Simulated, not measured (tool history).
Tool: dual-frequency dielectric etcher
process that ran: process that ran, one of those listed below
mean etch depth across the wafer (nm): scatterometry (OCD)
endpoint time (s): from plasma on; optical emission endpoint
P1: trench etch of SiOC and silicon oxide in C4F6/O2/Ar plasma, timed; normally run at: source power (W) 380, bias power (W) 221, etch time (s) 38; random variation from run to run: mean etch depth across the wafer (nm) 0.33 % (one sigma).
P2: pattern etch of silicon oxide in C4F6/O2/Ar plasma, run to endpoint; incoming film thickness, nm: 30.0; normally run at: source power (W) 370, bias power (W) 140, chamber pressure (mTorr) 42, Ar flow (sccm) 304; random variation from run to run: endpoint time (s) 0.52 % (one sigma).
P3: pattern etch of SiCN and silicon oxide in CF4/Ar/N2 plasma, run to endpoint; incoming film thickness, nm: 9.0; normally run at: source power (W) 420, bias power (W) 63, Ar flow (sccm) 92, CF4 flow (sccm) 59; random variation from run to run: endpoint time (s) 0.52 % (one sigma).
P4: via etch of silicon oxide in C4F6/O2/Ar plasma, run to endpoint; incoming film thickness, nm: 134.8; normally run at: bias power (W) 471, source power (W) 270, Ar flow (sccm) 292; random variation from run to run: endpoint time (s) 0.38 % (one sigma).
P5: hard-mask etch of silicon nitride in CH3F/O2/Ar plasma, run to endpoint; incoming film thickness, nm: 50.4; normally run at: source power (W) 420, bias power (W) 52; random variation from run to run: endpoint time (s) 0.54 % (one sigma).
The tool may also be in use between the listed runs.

| run | hour | process that ran | source power (W) | bias power (W) | etch time (s) | Ar flow (sccm) | CF4 flow (sccm) | chamber pressure (mTorr) | hours since the last wet clean | hours since the last source power generator calibration | hours since the last bias power generator calibration | mean etch depth across the wafer (nm) | endpoint time (s) |
|---|---|---|---|---|---|---|---|---|---|---|---|---|---|
| 1 | 5.3 | P1 | 380 | 221 | 38 |  |  |  | 329.9 | 1930.5 | 449.9 | 79.627 |  |
| 2 | 8.8 | P1 | 380 | 221 | 38 |  |  |  | 333.4 | 1934 | 453.4 | 80.128 |  |
| 3 | 12.5 | P3 | 260 | 63 |  | 92 | 59 |  | 337.1 | 1937.7 | 457.1 |  | 17.59 |
| 4 | 16.3 | P5 | 420 | 52 |  |  |  |  | 340.9 | 1941.5 | 460.9 |  | 80.477 |
| 5 | 21.6 | P3 | 420 | 63 |  | 70 | 59 |  | 346.2 | 1946.8 | 466.2 |  | 11.078 |
| 6 | 28.8 | P3 | 420 | 63 |  | 92 | 59 |  | 353.4 | 1954 | 473.4 |  | 11.43 |
| 7 | 34.3 | P2 | 370 | 140 |  | 304 |  | 42 | 358.9 | 1959.5 | 478.9 |  | 11.344 |
| 8 | 41.3 | P1 | 380 | 280 | 38 |  |  |  | 365.9 | 1966.5 | 485.9 | 86.574 |  |
| 9 | 45.9 | P1 | 380 | 141 | 38 |  |  |  | 370.5 | 1971.1 | 490.5 | 69.691 |  |
| 10 | 50.7 | P2 | 370 | 140 |  | 207 |  | 42 | 375.3 | 1975.9 | 495.3 |  | 10.945 |
| 11 | 57.1 | P5 | 420 | 52 |  |  |  |  | 381.7 | 1982.3 | 501.7 |  | 80.906 |
| 12 | 63.6 | P3 | 420 | 63 |  | 92 | 37 |  | 388.2 | 1988.8 | 508.2 |  | 12.513 |
| 13 | 67.1 | P2 | 240 | 140 |  | 304 |  | 42 | 391.7 | 1992.3 | 511.7 |  | 13.574 |
| 14 | 71 | P1 | 380 | 221 | 38 |  |  |  | 395.6 | 1996.2 | 515.6 | 80.211 |  |
|  | 77.1 | source power generator calibrated |
| 15 | 78 | P5 | 420 | 30 |  |  |  |  | 402.6 | 0.9 | 522.6 |  | 94.841 |
| 16 | 82 | P1 | 460 | 168 | 38 |  |  |  | 406.6 | 4.9 | 526.6 | 79.277 |  |
| 17 | 87.3 | P2 | 370 | 172 |  | 304 |  | 42 | 411.9 | 10.2 | 531.9 |  | 10.712 |
| 18 | 93.3 | P4 | 270 | 471 |  | 219 |  |  | 417.9 | 16.2 | 537.9 |  | 33.853 |
| 19 | 97.9 | P4 | 270 | 277 |  | 292 |  |  | 422.5 | 20.8 | 542.5 |  | 42.305 |
| 20 | 104.7 | P1 | 290 | 221 | 38 |  |  |  | 429.3 | 27.6 | 549.3 | 72.424 |  |
| 21 | 111.3 | P1 | 380 | 140 | 46.5 |  |  |  | 435.9 | 34.2 | 555.9 | 84.906 |  |
| 22 | 116 | P3 | 420 | 76 |  | 92 | 59 |  | 440.6 | 38.9 | 560.6 |  | 10.781 |
| 23 | 122.5 | P1 | 380 | 221 | 55 |  |  |  | 447.1 | 45.4 | 567.1 | 116.01 |  |
| 24 | 128.8 | P4 | 270 | 471 |  | 292 |  |  | 453.4 | 51.7 | 573.4 |  | 34.937 |
| 25 | 135.3 | P2 | 370 | 140 |  | 304 |  | 28.5 | 459.9 | 58.2 | 579.9 |  | 10.822 |
| 26 | 138.5 | P4 | 270 | 471 |  | 292 |  |  | 463.1 | 61.4 | 583.1 |  | 35.002 |
| 27 | 145.4 | P1 | 380 | 221 | 38 |  |  |  | 470 | 68.3 | 590 | 79.424 |  |
| 28 | 149 | P5 | 310 | 52 |  |  |  |  | 473.6 | 71.9 | 593.6 |  | 91.909 |
| 29 | 152.2 | P1 | 380 | 221 | 38 |  |  |  | 476.8 | 75.1 | 596.8 | 79.756 |  |
| 30 | 158.7 | P4 | 180 | 471 |  | 292 |  |  | 483.3 | 81.6 | 603.3 |  | 40.61 |
| 31 | 165.9 | P3 | 420 | 63 |  | 92 | 59 |  | 490.5 | 88.8 | 610.5 |  | 11.513 |
| 32 | 171.6 | P1 | 380 | 221 | 27 |  |  |  | 496.2 | 94.5 | 616.2 | 56.458 |  |
| 33 | 175.2 | P1 | 540 | 221 | 38 |  |  |  | 499.8 | 98.1 | 619.8 | 91.526 |  |
| 34 | 181.6 | P1 | 380 | 221 | 38 |  |  |  | 506.2 | 104.5 | 626.2 | 79.898 |  |
| 35 | 188.6 | P1 | 380 | 221 | 38 |  |  |  | 513.2 | 111.5 | 633.2 | 78.951 |  |
| 36 | 195.1 | P1 | 380 | 221 | 38 |  |  |  | 519.7 | 118 | 639.7 | 79.129 |  |
| 37 | 198.4 | P1 | 380 | 221 | 38 |  |  |  | 523 | 121.3 | 643 | 79.322 |  |
| 38 | 201.9 | P1 | 380 | 221 | 38 |  |  |  | 526.5 | 124.8 | 646.5 | 78.974 |  |
| 39 | 206.5 | P1 | 380 | 221 | 38 |  |  |  | 531.1 | 129.4 | 651.1 | 79.58 |  |
|  | 207.8 | wet clean of the chamber |
| 40 | 212.1 | P1 | 380 | 221 | 38 |  |  |  | 4.4 | 135 | 656.7 | 78.642 |  |
| 41 | 216.7 | P1 | 380 | 221 | 38 |  |  |  | 9 | 139.6 | 661.3 | 79.108 |  |
| 42 | 222.5 | P1 | 380 | 221 | 38 |  |  |  | 14.8 | 145.4 | 667.1 | 78.795 |  |
| 43 | 228.3 | P1 | 380 | 221 | 38 |  |  |  | 20.6 | 151.2 | 672.9 | 79.124 |  |
| 44 | 232 | P1 | 380 | 221 | 38 |  |  |  | 24.3 | 154.9 | 676.6 | 79.03 |  |

What P1 gives has crept away from where it was. These 2 causes fit the log equally well, each at the size given:
A: source power that arrives under what is set, % = 4.16
B: bias power that arrives under what is set, % = 4.82
The creep began at about hour 181.6.
Why every other cause is out:
chamber walls in a state that lowers the etch rate, %: serviced at hour 207.8, which brought nothing back

4 check runs are offered, each on 3 wafers whose results are averaged, their results left as question marks. Which one tells the causes apart?
| check 1 | 235.7 | P2 | 370 | 140 |  | 304 |  | 42 |  |  |  |  | ? |
| check 2 | 235.7 | P4 | 270 | 471 |  | 292 |  |  |  |  |  |  | ? |
| check 3 | 235.7 | P5 | 420 | 52 |  |  |  |  |  |  |  |  | ? |
| check 4 | 235.7 | P3 | 420 | 63 |  | 92 | 59 |  |  |  |  |  | ? |

What each check would give under each cause:
| check | result | if A | if B |
|---|---|---|---|
| check 1 | endpoint time (s) | 11.574 | 11.551 |
| check 2 | endpoint time (s) | 35.413 | 35.519 |
| check 3 | endpoint time (s) | 81.868 | 81.782 |
| check 4 | endpoint time (s) | 11.964 | 11.714 |
How far apart the two closest causes lie, in the result that separates them most: check 1 0.2 %; check 2 0.3 %; check 3 0.11 %; check 4 2.11 %
Only check 4 tells the causes apart: in the others they would give nearly the same result.

Then check 4 was run and gave: endpoint time (s) 11.727. Which cause is it?

It is B: bias power that arrives under what is set, %.

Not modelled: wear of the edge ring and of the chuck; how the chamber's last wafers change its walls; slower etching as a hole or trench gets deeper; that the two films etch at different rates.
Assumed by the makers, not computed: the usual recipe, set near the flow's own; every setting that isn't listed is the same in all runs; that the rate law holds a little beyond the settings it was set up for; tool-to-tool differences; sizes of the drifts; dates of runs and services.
